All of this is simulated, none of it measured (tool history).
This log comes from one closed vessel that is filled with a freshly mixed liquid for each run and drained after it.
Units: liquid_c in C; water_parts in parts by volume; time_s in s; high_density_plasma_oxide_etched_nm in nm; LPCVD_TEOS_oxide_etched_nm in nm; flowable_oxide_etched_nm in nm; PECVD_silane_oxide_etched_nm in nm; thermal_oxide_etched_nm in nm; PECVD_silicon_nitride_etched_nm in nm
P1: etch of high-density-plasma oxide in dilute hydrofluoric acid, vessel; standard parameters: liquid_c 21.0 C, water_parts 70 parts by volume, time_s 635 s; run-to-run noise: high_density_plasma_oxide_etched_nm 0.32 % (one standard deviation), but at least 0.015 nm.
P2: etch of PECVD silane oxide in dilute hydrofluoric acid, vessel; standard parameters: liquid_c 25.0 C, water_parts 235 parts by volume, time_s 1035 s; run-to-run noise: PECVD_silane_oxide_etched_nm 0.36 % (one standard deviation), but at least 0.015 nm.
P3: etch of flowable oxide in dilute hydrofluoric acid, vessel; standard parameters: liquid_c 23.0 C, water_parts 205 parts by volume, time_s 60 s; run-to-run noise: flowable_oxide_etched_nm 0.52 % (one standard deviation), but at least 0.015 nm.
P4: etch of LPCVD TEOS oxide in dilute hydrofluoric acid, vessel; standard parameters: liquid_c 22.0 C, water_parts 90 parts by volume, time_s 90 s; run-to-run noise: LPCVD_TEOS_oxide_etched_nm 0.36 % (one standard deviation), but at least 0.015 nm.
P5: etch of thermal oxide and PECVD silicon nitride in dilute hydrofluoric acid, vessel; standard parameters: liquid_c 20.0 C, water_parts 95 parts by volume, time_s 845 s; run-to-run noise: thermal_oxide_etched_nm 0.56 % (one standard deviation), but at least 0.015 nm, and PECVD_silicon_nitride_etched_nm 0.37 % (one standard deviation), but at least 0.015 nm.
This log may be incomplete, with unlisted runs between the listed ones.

| run | day | process | liquid_c | water_parts | time_s | hours since the thermometer was replaced | hours since the hydrofluoric acid flow meter was replaced | high_density_plasma_oxide_etched_nm | LPCVD_TEOS_oxide_etched_nm | flowable_oxide_etched_nm | PECVD_silane_oxide_etched_nm | thermal_oxide_etched_nm | PECVD_silicon_nitride_etched_nm |
|---|---|---|---|---|---|---|---|---|---|---|---|---|---|
| 1 | 0.300 | P1 | 21.0 | 70 | 635 | 107.2 | 140.1 | 43.437 |  |  |  |  |  |
| 2 | 0.617 | P1 | 17.0 | 70 | 635 | 114.8 | 147.7 | 36.633 |  |  |  |  |  |
| 3 | 1.038 | P1 | 17.0 | 70 | 290 | 124.9 | 157.8 | 16.711 |  |  |  |  |  |
| 4 | 1.375 | P1 | 21.0 | 70 | 635 | 133.0 | 165.9 | 43.447 |  |  |  |  |  |
| 5 | 1.942 | P4 | 22.0 | 90 | 90 | 146.6 | 179.5 |  | 22.3360 |  |  |  |  |
| 6 | 2.533 | P3 | 23.0 | 205 | 60 | 160.8 | 193.7 |  |  | 9.3240 |  |  |  |
| 7 | 3.029 | P1 | 24.5 | 70 | 635 | 172.7 | 205.6 | 50.358 |  |  |  |  |  |
| 8 | 3.338 | P3 | 23.0 | 205 | 60 | 180.1 | 213.0 |  |  | 9.4929 |  |  |  |
| 9 | 3.933 | P4 | 29.5 | 90 | 90 | 194.4 | 227.3 |  | 29.9230 |  |  |  |  |
| 10 | 4.408 | P4 | 22.0 | 90 | 40 | 205.8 | 238.7 |  | 9.8876 |  |  |  |  |
| 11 | 4.762 | P3 | 23.0 | 80 | 60 | 214.3 | 247.2 |  |  | 27.8930 |  |  |  |
| 12 | 5.183 | P2 | 25.0 | 235 | 1720 | 224.4 | 257.3 |  |  |  | 97.600 |  |  |
| 13 | 5.746 | P1 | 21.0 | 70 | 635 | 237.9 | 270.8 | 43.326 |  |  |  |  |  |
| 14 | 6.129 | P1 | 17.0 | 100 | 635 | 247.1 | 280.0 | 24.827 |  |  |  |  |  |
| 15 | 6.771 | P4 | 22.0 | 90 | 90 | 262.5 | 295.4 |  | 22.3700 |  |  |  |  |
| 16 | 7.258 | P1 | 27.0 | 105 | 635 | 274.2 | 307.1 | 35.310 |  |  |  |  |  |
| 17 | 7.788 | P5 | 20.0 | 95 | 845 | 286.9 | 319.8 |  |  |  |  | 35.944 | 17.1110 |
| 18 | 8.133 | P2 | 32.5 | 235 | 1035 | 295.2 | 328.1 |  |  |  | 76.244 |  |  |
| 19 | 8.692 | P2 | 25.0 | 235 | 1035 | 308.6 | 341.5 |  |  |  | 58.920 |  |  |
| 20 | 9.112 | P1 | 21.0 | 70 | 1150 | 318.7 | 351.6 | 79.164 |  |  |  |  |  |
| 21 | 9.604 | P3 | 29.5 | 205 | 60 | 330.5 | 363.4 |  |  | 11.8240 |  |  |  |
| 22 | 10.088 | P2 | 25.0 | 235 | 1035 | 342.1 | 375.0 |  |  |  | 58.911 |  |  |
| 23 | 10.450 | P1 | 21.0 | 70 | 245 | 350.8 | 383.7 | 16.814 |  |  |  |  |  |
| 24 | 11.088 | P3 | 23.0 | 205 | 30 | 366.1 | 399.0 |  |  | 4.6847 |  |  |  |
| 25 | 11.458 | P1 | 21.0 | 25 | 635 | 375.0 | 407.9 | 128.270 |  |  |  |  |  |
| 26 | 12.062 | P1 | 21.0 | 110 | 635 | 389.5 | 422.4 | 26.449 |  |  |  |  |  |
| 27 | 12.708 | P2 | 25.0 | 80 | 1035 | 405.0 | 437.9 |  |  |  | 206.820 |  |  |
| 28 | 12.992 | P1 | 21.0 | 70 | 635 | 411.8 | 444.7 | 43.336 |  |  |  |  |  |
| 29 | 13.321 | P5 | 27.5 | 95 | 845 | 419.7 | 452.6 |  |  |  |  | 48.516 | 28.2720 |
| 30 | 13.654 | P4 | 22.0 | 20 | 90 | 427.7 | 460.6 |  | 109.1300 |  |  |  |  |
| 31 | 14.279 | P5 | 20.0 | 95 | 320 | 442.7 | 475.6 |  |  |  |  | 13.867 | 6.5229 |
| 32 | 14.742 | P5 | 20.0 | 35 | 845 | 453.8 | 486.7 |  |  |  |  | 106.320 | 45.5260 |
| 33 | 15.096 | P1 | 21.0 | 70 | 635 | 462.3 | 495.2 | 43.435 |  |  |  |  |  |
| 34 | 15.692 | P1 | 21.0 | 70 | 635 | 476.6 | 509.5 | 42.530 |  |  |  |  |  |
| 35 | 16.021 | P1 | 21.0 | 70 | 635 | 484.5 | 517.4 | 42.031 |  |  |  |  |  |
| 36 | 16.533 | P1 | 21.0 | 70 | 635 | 496.8 | 529.7 | 41.326 |  |  |  |  |  |
| 37 | 17.138 | P1 | 21.0 | 70 | 635 | 511.3 | 544.2 | 41.104 |  |  |  |  |  |
| 38 | 17.725 | P1 | 21.0 | 70 | 635 | 525.4 | 558.3 | 40.889 |  |  |  |  |  |
| 39 | 18.225 | P1 | 21.0 | 70 | 635 | 537.4 | 570.3 | 41.049 |  |  |  |  |  |
| 40 | 18.562 | P1 | 21.0 | 70 | 635 | 545.5 | 578.4 | 40.620 |  |  |  |  |  |
| 41 | 18.958 | P1 | 21.0 | 70 | 635 | 555.0 | 587.9 | 40.680 |  |  |  |  |  |
| 42 | 19.554 | P1 | 21.0 | 70 | 635 | 569.3 | 602.2 | 40.789 |  |  |  |  |  |
| 43 | 19.962 | P1 | 21.0 | 70 | 635 | 579.1 | 612.0 | 40.702 |  |  |  |  |  |
| 44 | 20.525 | P1 | 21.0 | 70 | 635 | 592.6 | 625.5 | 40.742 |  |  |  |  |  |

The output of P1 has drifted from where it used to be. Each of the 2 causes below, taken at the size shown beside it, accounts for the log equally well:
A: hydrofluoric acid flow below the setpoint (%) = 6.17
B: liquid colder than its thermometer reads (K) = 1.66
Onset of the creep was near day 15.096.

Which of the 4 check runs listed below separates the causes, so that each cause would produce a clearly different result? Each run uses one wafer, and its results are marked with question marks.
| check 1 | 21.088 | P2 | 25.0 | 80 | 1035 |  |  |  |  |  | ? |  |  |
| check 2 | 21.088 | P3 | 28.0 | 105 | 60 |  |  |  |  | ? |  |  |  |
| check 3 | 21.088 | P5 | 26.5 | 95 | 845 |  |  |  |  |  |  | ? | ? |
| check 4 | 21.088 | P4 | 22.0 | 30 | 90 |  |  |  | ? |  |  |  |  |

How each check would come out, cause by cause:
| check | result | if A | if B |
|---|---|---|---|
| check 1 | PECVD_silane_oxide_etched_nm | 192.570 | 193.310 |
| check 2 | flowable_oxide_etched_nm | 23.1630 | 23.3770 |
| check 3 | thermal_oxide_etched_nm | 43.684 | 43.985 |
| check 3 | PECVD_silicon_nitride_etched_nm | 24.8840 | 23.7940 |
| check 4 | LPCVD_TEOS_oxide_etched_nm | 67.4270 | 67.1030 |
How far apart the two closest causes lie, in the result that separates them most: check 1 0.38 %; check 2 0.92 %; check 3 4.48 %; check 4 0.48 %
The causes can be told apart only by check 3. The other checks would give nearly the same results under each of them.

Check 3 was then run and gave: thermal_oxide_etched_nm 43.489 nm; PECVD_silicon_nitride_etched_nm 24.8540 nm. Which cause is it?

The correct cause is A, namely: hydrofluoric acid flow below the setpoint (%).
